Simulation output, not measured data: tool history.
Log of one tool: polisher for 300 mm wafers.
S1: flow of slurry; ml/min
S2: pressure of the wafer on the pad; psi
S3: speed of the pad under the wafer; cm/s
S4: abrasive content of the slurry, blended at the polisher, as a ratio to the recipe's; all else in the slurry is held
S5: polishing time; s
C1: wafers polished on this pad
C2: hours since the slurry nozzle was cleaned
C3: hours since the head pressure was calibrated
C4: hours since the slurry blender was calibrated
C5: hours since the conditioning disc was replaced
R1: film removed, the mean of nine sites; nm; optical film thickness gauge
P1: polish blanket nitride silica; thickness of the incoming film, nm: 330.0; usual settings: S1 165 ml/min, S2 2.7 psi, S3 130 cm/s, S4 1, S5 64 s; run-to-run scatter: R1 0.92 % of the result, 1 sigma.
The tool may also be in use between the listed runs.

{"run": 1, "hour": 10.0, "S1": 165, "S2": 2.7, "S3": 130, "S4": 1, "S5": 64, "C1": 968, "C2": 175, "C3": 553, "C4": 273.5, "C5": 259.9, "R1": 44.04}
{"run": 2, "hour": 19.0, "S1": 165, "S2": 1.6, "S3": 74, "S4": 1, "S5": 64, "C1": 1093, "C2": 184, "C3": 562, "C4": 282.5, "C5": 268.9, "R1": 16.338}
{"run": 3, "hour": 27.2, "S1": 165, "S2": 4.1, "S3": 130, "S4": 1, "S5": 64, "C1": 1207, "C2": 192.2, "C3": 570.2, "C4": 290.7, "C5": 277.1, "R1": 66.655}
{"run": 4, "hour": 31.8, "S1": 165, "S2": 2.7, "S3": 174, "S4": 1, "S5": 64, "C1": 1271, "C2": 196.8, "C3": 574.8, "C4": 295.3, "C5": 281.7, "R1": 55.571}
{"run": 5, "hour": 41.5, "S1": 165, "S2": 2.7, "S3": 72, "S4": 1, "S5": 64, "C1": 1406, "C2": 206.5, "C3": 584.5, "C4": 305, "C5": 291.4, "R1": 27.523}
{"run": 6, "hour": 48.8, "S1": 165, "S2": 2.7, "S3": 130, "S4": 1, "S5": 29, "C1": 1507, "C2": 213.8, "C3": 591.8, "C4": 312.3, "C5": 298.7, "R1": 19.818}
{"run": 7, "hour": 57.2, "S1": 165, "S2": 2.7, "S3": 130, "S4": 1, "S5": 64, "C1": 1624, "C2": 222.2, "C3": 600.2, "C4": 320.7, "C5": 307.1, "R1": 44.47}
{"run": 8, "hour": 65.8, "S1": 165, "S2": 2.7, "S3": 130, "S4": 1, "S5": 64, "C1": 1744, "C2": 230.8, "C3": 608.8, "C4": 329.3, "C5": 315.7, "R1": 44.125}
{"run": 9, "hour": 70.9, "S1": 245, "S2": 2.7, "S3": 130, "S4": 1, "S5": 64, "C1": 1815, "C2": 235.9, "C3": 613.9, "C4": 334.4, "C5": 320.8, "R1": 46.221}
{"run": 10, "hour": 80.7, "S1": 165, "S2": 2.7, "S3": 130, "S4": 1, "S5": 64, "C1": 1951, "C2": 245.7, "C3": 623.7, "C4": 344.2, "C5": 330.6, "R1": 44.23}
{"run": 11, "hour": 87.4, "S1": 165, "S2": 2.7, "S3": 130, "S4": 1, "S5": 64, "C1": 2044, "C2": 252.4, "C3": 630.4, "C4": 350.9, "C5": 337.3, "R1": 42.866}
{"run": 12, "hour": 92.7, "S1": 100, "S2": 2.7, "S3": 130, "S4": 1, "S5": 29, "C1": 2118, "C2": 257.7, "C3": 635.7, "C4": 356.2, "C5": 342.6, "R1": 18.147}
{"run": 13, "hour": 100.8, "S1": 165, "S2": 2.7, "S3": 130, "S4": 1.2, "S5": 64, "C1": 2230, "C2": 265.8, "C3": 643.8, "C4": 364.3, "C5": 350.7, "R1": 46.891}
{"run": 14, "hour": 106.7, "S1": 165, "S2": 2.7, "S3": 130, "S4": 1, "S5": 64, "C1": 2312, "C2": 271.7, "C3": 649.7, "C4": 370.2, "C5": 356.6, "R1": 43.621}
{"run": 15, "hour": 116.4, "S1": 165, "S2": 1.6, "S3": 130, "S4": 1, "S5": 64, "C1": 2447, "C2": 281.4, "C3": 659.4, "C4": 379.9, "C5": 366.3, "R1": 25.597}
{"run": 16, "hour": 121.0, "S1": 165, "S2": 2.7, "S3": 130, "S4": 0.6, "S5": 64, "C1": 2511, "C2": 286, "C3": 664, "C4": 384.5, "C5": 370.9, "R1": 33.612}
{"run": 17, "hour": 128.1, "S1": 165, "S2": 2.7, "S3": 130, "S4": 1, "S5": 64, "C1": 2610, "C2": 293.1, "C3": 671.1, "C4": 391.6, "C5": 378, "R1": 43.981}
{"run": 18, "hour": 137.8, "S1": 165, "S2": 2.7, "S3": 130, "S4": 1, "S5": 88, "C1": 2745, "C2": 302.8, "C3": 680.8, "C4": 401.3, "C5": 387.7, "R1": 60.874}
{"run": 19, "hour": 146.0, "S1": 110, "S2": 2.7, "S3": 130, "S4": 1, "S5": 64, "C1": 2859, "C2": 311, "C3": 689, "C4": 409.5, "C5": 395.9, "R1": 40.679}
{"run": 20, "hour": 152.0, "S1": 165, "S2": 2.7, "S3": 130, "S4": 1, "S5": 64, "C1": 2942, "C2": 317, "C3": 695, "C4": 415.5, "C5": 401.9, "R1": 43.892}
{"run": 21, "hour": 157.0, "S1": 165, "S2": 2.7, "S3": 130, "S4": 1, "S5": 64, "C1": 3012, "C2": 322, "C3": 700, "C4": 420.5, "C5": 406.9, "R1": 42.666}

The next listed run, before its measurement:
{"run": 22, "hour": 166.4, "S1": 165, "S2": 2.7, "S3": 130, "S4": 1, "S5": 64, "C1": 3143, "C2": 331.4, "C3": 709.4, "C4": 429.9, "C5": 416.3, "R1": "?"}

Run 22 gave R1 40.996 nm.
